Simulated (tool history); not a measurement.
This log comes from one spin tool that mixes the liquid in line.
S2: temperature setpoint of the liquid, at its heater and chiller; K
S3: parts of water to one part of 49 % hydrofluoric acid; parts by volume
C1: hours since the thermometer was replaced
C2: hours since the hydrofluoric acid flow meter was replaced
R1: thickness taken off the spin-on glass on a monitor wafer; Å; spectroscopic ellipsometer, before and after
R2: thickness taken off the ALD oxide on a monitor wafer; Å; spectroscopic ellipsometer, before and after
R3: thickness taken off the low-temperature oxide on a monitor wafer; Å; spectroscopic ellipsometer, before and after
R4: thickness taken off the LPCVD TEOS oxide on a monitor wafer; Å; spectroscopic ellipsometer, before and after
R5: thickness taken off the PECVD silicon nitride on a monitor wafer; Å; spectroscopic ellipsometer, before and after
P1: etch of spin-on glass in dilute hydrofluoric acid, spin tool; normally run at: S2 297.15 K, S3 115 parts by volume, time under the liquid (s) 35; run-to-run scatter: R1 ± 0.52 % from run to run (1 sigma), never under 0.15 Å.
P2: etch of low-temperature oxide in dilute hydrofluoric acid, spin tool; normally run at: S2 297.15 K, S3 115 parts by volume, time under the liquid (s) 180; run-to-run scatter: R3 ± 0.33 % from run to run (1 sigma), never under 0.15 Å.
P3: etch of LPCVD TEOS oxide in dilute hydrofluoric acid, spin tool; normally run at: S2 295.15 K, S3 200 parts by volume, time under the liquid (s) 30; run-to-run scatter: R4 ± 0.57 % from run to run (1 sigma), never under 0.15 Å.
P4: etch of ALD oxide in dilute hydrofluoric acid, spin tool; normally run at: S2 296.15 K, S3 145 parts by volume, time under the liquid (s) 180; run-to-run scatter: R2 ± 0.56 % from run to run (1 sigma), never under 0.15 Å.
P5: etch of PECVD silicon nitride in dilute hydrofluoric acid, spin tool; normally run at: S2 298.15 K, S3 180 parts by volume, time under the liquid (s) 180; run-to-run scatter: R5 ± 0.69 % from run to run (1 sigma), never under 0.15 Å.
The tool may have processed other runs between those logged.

Run 1, hour 9.1: process that ran P1, S2 297.15 K, S3 115 parts by volume, time under the liquid (s) 35; C1 640.0; C2 1294.9. Result: R1 156.420 Å.
Run 2, hour 16.6: process that ran P4, S2 296.15 K, S3 35 parts by volume, time under the liquid (s) 180; C1 647.5; C2 1302.4. Result: R2 520.83 Å.
Run 3, hour 29.6: process that ran P2, S2 297.15 K, S3 200 parts by volume, time under the liquid (s) 180; C1 660.5; C2 1315.4. Result: R3 142.820 Å.
Run 4, hour 38.6: process that ran P1, S2 297.15 K, S3 115 parts by volume, time under the liquid (s) 35; C1 669.5; C2 1324.4. Result: R1 159.160 Å.
Run 5, hour 47.8: process that ran P3, S2 295.15 K, S3 200 parts by volume, time under the liquid (s) 15; C1 678.7; C2 1333.6. Result: R4 31.078 Å.
Run 6, hour 60.0: process that ran P1, S2 301.15 K, S3 45 parts by volume, time under the liquid (s) 35; C1 690.9; C2 1345.8. Result: R1 511.410 Å.
Run 7, hour 74.0: process that ran P3, S2 295.15 K, S3 35 parts by volume, time under the liquid (s) 30; C1 704.9; C2 1359.8. Result: R4 427.150 Å.
Run 8, hour 85.9: process that ran P2, S2 297.15 K, S3 115 parts by volume, time under the liquid (s) 180; C1 716.8; C2 1371.7. Result: R3 274.590 Å.
Run 9, hour 95.2: process that ran P2, S2 304.15 K, S3 115 parts by volume, time under the liquid (s) 180; C1 726.1; C2 1381.0. Result: R3 357.900 Å.
Run 10, hour 107.4: process that ran P4, S2 301.15 K, S3 145 parts by volume, time under the liquid (s) 180; C1 738.3; C2 1393.2. Result: R2 133.91 Å.
Run 11, hour 115.4: process that ran P4, S2 296.15 K, S3 145 parts by volume, time under the liquid (s) 180; C1 746.3; C2 1401.2. Result: R2 112.17 Å.
Run 12, hour 126.5: process that ran P1, S2 297.15 K, S3 115 parts by volume, time under the liquid (s) 35; C1 757.4; C2 1412.3. Result: R1 158.000 Å.
Run 13, hour 134.2: process that ran P1, S2 292.15 K, S3 180 parts by volume, time under the liquid (s) 35; C1 765.1; C2 1420.0. Result: R1 76.729 Å.
Run 14, hour 145.3: process that ran P1, S2 297.15 K, S3 20 parts by volume, time under the liquid (s) 35; C1 776.2; C2 1431.1. Result: R1 1027.800 Å.
Run 15, hour 156.7: process that ran P1, S2 303.65 K, S3 115 parts by volume, time under the liquid (s) 65; C1 787.6; C2 1442.5. Result: R1 373.670 Å.
Run 16, hour 170.8: process that ran P2, S2 297.15 K, S3 115 parts by volume, time under the liquid (s) 15; C1 801.7; C2 1456.6. Result: R3 22.544 Å.
Run 17, hour 182.7: process that ran P3, S2 295.15 K, S3 200 parts by volume, time under the liquid (s) 30; C1 813.6; C2 1468.5. Result: R4 62.287 Å.
Run 18, hour 197.2: process that ran P1, S2 297.15 K, S3 115 parts by volume, time under the liquid (s) 60; C1 828.1; C2 1483.0. Result: R1 268.370 Å.
Run 19, hour 207.2: process that ran P5, S2 298.15 K, S3 35 parts by volume, time under the liquid (s) 180; C1 838.1; C2 1493.0. Result: R5 174.750 Å.
Run 20, hour 222.3: process that ran P3, S2 295.15 K, S3 200 parts by volume, time under the liquid (s) 30; C1 853.2; C2 1508.1. Result: R4 62.237 Å.
Run 21, hour 236.2: process that ran P1, S2 297.15 K, S3 115 parts by volume, time under the liquid (s) 35; C1 867.1; C2 1522.0. Result: R1 157.680 Å.
Run 22, hour 249.7: process that ran P1, S2 297.15 K, S3 115 parts by volume, time under the liquid (s) 35; C1 880.6; C2 1535.5. Result: R1 157.490 Å.
Run 23, hour 260.2: process that ran P1, S2 297.15 K, S3 195 parts by volume, time under the liquid (s) 35; C1 891.1; C2 1546.0. Result: R1 84.139 Å.
Run 24, hour 267.3: process that ran P4, S2 296.15 K, S3 145 parts by volume, time under the liquid (s) 365; C1 898.2; C2 1553.1. Result: R2 223.49 Å.
Run 25, hour 280.2: process that ran P5, S2 298.15 K, S3 180 parts by volume, time under the liquid (s) 315; C1 911.1; C2 1566.0. Result: R5 62.016 Å.
Run 26, hour 294.8: process that ran P5, S2 303.65 K, S3 180 parts by volume, time under the liquid (s) 180; C1 925.7; C2 1580.6. Result: R5 50.226 Å.
Run 27, hour 301.8: process that ran P1, S2 290.15 K, S3 115 parts by volume, time under the liquid (s) 35; C1 932.7; C2 1587.6. Result: R1 117.980 Å.
Run 28, hour 317.3: process that ran P5, S2 298.15 K, S3 180 parts by volume, time under the liquid (s) 180; C1 948.2; C2 1603.1. Result: R5 35.339 Å.
Run 29, hour 325.0: process that ran P1, S2 303.65 K, S3 115 parts by volume, time under the liquid (s) 35; C1 955.9; C2 1610.8. Result: R1 200.230 Å.
Run 30, hour 334.4: process that ran P3, S2 290.15 K, S3 200 parts by volume, time under the liquid (s) 30; C1 965.3; C2 1620.2. Result: R4 50.796 Å.
Run 31, hour 344.0: process that ran P1, S2 297.15 K, S3 115 parts by volume, time under the liquid (s) 15; C1 974.9; C2 1629.8. Result: R1 67.960 Å.
Run 32, hour 359.7: process that ran P1, S2 297.15 K, S3 115 parts by volume, time under the liquid (s) 35; C1 990.6; C2 1645.5. Result: R1 155.870 Å.
Run 33, hour 368.2: process that ran P1, S2 297.15 K, S3 115 parts by volume, time under the liquid (s) 35; C1 999.1; C2 1654.0. Result: R1 158.980 Å.
Run 34, hour 379.2: process that ran P1, S2 297.15 K, S3 115 parts by volume, time under the liquid (s) 35; C1 1010.1; C2 1665.0. Result: R1 162.150 Å.
Run 35, hour 393.1: process that ran P1, S2 297.15 K, S3 115 parts by volume, time under the liquid (s) 35; C1 1024.0; C2 1678.9. Result: R1 163.810 Å.
Run 36, hour 408.5: process that ran P1, S2 297.15 K, S3 115 parts by volume, time under the liquid (s) 35; C1 1039.4; C2 1694.3. Result: R1 166.390 Å.

Run 37 comes next. What will it give?
Run 37, hour 423.0: process that ran P1, S2 297.15 K, S3 115 parts by volume, time under the liquid (s) 35; C1 1053.9; C2 1708.8. Result: R1 ?.

Run 37 yielded R1 166.460 Å.

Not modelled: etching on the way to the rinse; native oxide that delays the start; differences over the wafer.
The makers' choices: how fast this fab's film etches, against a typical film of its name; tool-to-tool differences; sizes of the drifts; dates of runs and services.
